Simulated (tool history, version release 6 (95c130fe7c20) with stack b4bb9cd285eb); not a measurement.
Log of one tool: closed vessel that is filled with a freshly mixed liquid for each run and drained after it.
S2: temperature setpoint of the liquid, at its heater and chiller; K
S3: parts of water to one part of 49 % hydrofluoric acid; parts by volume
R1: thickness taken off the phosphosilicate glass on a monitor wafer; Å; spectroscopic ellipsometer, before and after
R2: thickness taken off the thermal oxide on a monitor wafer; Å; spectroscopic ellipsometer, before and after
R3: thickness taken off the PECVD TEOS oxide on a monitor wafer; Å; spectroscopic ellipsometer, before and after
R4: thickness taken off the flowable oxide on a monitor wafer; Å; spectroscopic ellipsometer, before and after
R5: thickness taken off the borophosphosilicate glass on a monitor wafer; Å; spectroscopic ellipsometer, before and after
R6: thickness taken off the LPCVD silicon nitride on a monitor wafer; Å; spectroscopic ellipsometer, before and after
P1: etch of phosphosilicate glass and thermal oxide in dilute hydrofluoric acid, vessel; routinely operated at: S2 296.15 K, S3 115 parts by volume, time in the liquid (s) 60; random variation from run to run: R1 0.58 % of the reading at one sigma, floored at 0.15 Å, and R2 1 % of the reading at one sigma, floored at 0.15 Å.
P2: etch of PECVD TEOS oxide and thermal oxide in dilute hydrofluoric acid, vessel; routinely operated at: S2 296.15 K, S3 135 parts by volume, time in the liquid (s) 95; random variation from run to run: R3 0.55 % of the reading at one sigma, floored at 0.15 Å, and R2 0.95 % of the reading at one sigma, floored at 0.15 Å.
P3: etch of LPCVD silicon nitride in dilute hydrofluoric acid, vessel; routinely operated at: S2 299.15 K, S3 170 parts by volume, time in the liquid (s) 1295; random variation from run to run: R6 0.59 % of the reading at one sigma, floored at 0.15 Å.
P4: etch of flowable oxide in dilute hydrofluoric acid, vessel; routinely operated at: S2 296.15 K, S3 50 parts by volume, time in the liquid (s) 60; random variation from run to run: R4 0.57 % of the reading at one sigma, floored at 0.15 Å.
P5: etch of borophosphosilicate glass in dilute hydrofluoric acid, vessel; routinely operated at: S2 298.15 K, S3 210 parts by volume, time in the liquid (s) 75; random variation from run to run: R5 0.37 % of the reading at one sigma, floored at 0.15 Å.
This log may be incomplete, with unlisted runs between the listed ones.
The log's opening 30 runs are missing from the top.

run 31 hour=245.9 | process_that_ran=P3 S2=299.15 S3=170 time_in_the_liquid_(s)=1295 | R6=42.585
run 32 hour=255.3 | process_that_ran=P1 S2=296.15 S3=115 time_in_the_liquid_(s)=60 | R1=365.00 R2=24.986
run 33 hour=265.4 | process_that_ran=P1 S2=296.15 S3=115 time_in_the_liquid_(s)=30 | R1=181.17 R2=12.002
run 34 hour=271.9 | process_that_ran=P1 S2=296.15 S3=115 time_in_the_liquid_(s)=60 | R1=365.78 R2=24.909
run 35 hour=278.1 | process_that_ran=P1 S2=296.15 S3=115 time_in_the_liquid_(s)=60 | R1=357.97 R2=24.222
run 36 hour=283.1 | process_that_ran=P1 S2=296.15 S3=115 time_in_the_liquid_(s)=60 | R1=354.57 R2=24.149
run 37 hour=289.6 | process_that_ran=P1 S2=296.15 S3=115 time_in_the_liquid_(s)=60 | R1=348.48 R2=23.684
run 38 hour=297.5 | process_that_ran=P1 S2=296.15 S3=115 time_in_the_liquid_(s)=60 | R1=340.68 R2=23.552
run 39 hour=306.8 | process_that_ran=P1 S2=296.15 S3=115 time_in_the_liquid_(s)=60 | R1=338.45 R2=22.943
run 40 hour=314.4 | process_that_ran=P1 S2=296.15 S3=115 time_in_the_liquid_(s)=60 | R1=333.18 R2=22.789
run 41 hour=320.8 | process_that_ran=P1 S2=296.15 S3=115 time_in_the_liquid_(s)=60 | R1=335.69 R2=22.815
run 42 hour=329.5 | process_that_ran=P1 S2=296.15 S3=115 time_in_the_liquid_(s)=60 | R1=333.53 R2=22.753
run 43 hour=336.8 | process_that_ran=P1 S2=296.15 S3=115 time_in_the_liquid_(s)=60 | R1=330.93 R2=22.486
run 44 hour=344.5 | process_that_ran=P1 S2=296.15 S3=115 time_in_the_liquid_(s)=60 | R1=327.47 R2=22.727
run 45 hour=353.1 | process_that_ran=P1 S2=296.15 S3=115 time_in_the_liquid_(s)=60 | R1=330.82 R2=22.663

Forecast run 46:
run 46 hour=362.5 | process_that_ran=P1 S2=296.15 S3=115 time_in_the_liquid_(s)=60 | R1=? R2=?

R1: 331.25 Å
R2: 22.539 Å
